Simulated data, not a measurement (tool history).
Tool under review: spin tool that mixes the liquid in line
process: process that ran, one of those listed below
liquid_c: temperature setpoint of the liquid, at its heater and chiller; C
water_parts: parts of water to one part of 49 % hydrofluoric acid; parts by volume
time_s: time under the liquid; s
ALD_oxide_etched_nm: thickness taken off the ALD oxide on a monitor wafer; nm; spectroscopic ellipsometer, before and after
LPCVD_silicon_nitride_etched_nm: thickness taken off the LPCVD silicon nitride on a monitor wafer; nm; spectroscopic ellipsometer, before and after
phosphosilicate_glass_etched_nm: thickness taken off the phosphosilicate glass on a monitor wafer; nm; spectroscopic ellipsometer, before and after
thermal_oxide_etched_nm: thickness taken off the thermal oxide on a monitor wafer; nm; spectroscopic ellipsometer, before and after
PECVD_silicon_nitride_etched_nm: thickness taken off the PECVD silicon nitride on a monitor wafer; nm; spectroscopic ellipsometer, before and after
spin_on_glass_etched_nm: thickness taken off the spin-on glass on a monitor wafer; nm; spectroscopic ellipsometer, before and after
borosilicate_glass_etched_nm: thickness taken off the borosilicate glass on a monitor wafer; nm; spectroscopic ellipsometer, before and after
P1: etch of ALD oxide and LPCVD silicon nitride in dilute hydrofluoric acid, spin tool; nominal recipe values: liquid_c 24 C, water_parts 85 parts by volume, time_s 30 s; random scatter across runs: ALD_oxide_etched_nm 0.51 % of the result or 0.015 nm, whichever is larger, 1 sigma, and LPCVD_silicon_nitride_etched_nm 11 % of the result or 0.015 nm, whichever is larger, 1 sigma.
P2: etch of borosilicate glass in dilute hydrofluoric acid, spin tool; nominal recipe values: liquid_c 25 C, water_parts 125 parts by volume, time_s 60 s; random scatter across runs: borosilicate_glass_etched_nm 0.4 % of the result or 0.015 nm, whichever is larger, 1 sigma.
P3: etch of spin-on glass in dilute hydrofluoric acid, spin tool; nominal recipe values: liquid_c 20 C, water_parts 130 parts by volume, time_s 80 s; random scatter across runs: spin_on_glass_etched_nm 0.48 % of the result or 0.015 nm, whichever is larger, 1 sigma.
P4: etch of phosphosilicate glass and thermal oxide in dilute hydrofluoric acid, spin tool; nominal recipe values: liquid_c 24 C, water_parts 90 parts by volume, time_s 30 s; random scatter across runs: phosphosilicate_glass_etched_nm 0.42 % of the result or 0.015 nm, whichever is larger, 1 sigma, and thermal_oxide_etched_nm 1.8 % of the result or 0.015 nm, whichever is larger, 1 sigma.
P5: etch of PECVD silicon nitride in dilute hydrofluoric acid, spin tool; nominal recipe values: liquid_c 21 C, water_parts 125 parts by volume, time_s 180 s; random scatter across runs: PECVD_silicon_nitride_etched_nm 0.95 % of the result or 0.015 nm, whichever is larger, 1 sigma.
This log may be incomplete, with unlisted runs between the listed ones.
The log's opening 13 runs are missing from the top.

run	day	process	liquid_c	water_parts	time_s	ALD_oxide_etched_nm	LPCVD_silicon_nitride_etched_nm	phosphosilicate_glass_etched_nm	thermal_oxide_etched_nm	PECVD_silicon_nitride_etched_nm	spin_on_glass_etched_nm	borosilicate_glass_etched_nm
14	6.404	P1	24	120	30	7.7203	0.10982					
15	6.938	P5	21	210	180					1.6181		
16	7.296	P1	29.5	85	30	14.2	0.27116					
17	7.812	P1	24	85	30	11.406	0.17109					
18	8.346	P3	20	130	80						29.97	
19	9.004	P1	24	120	15	3.9157	0.067993					
20	9.5	P3	20	35	80						123.24	
21	9.925	P5	21	125	180					2.6706		
22	10.542	P1	24	85	30	11.422	0.11637					
23	11.079	P2	25	125	15							3.0627
24	11.408	P1	24	85	30	11.405	0.20802					
25	11.821	P1	24	85	60	22.791	0.35213					
26	12.496	P1	20.5	85	45	14.844	0.20177					
27	12.988	P4	31	90	30			87.748	2.0623			

Run 28 has not been measured yet. What should we expect?
28	13.442	P4	24	55	30			?	?			

phosphosilicate_glass_etched_nm: 115.02 nm
thermal_oxide_etched_nm: 2.5697 nm
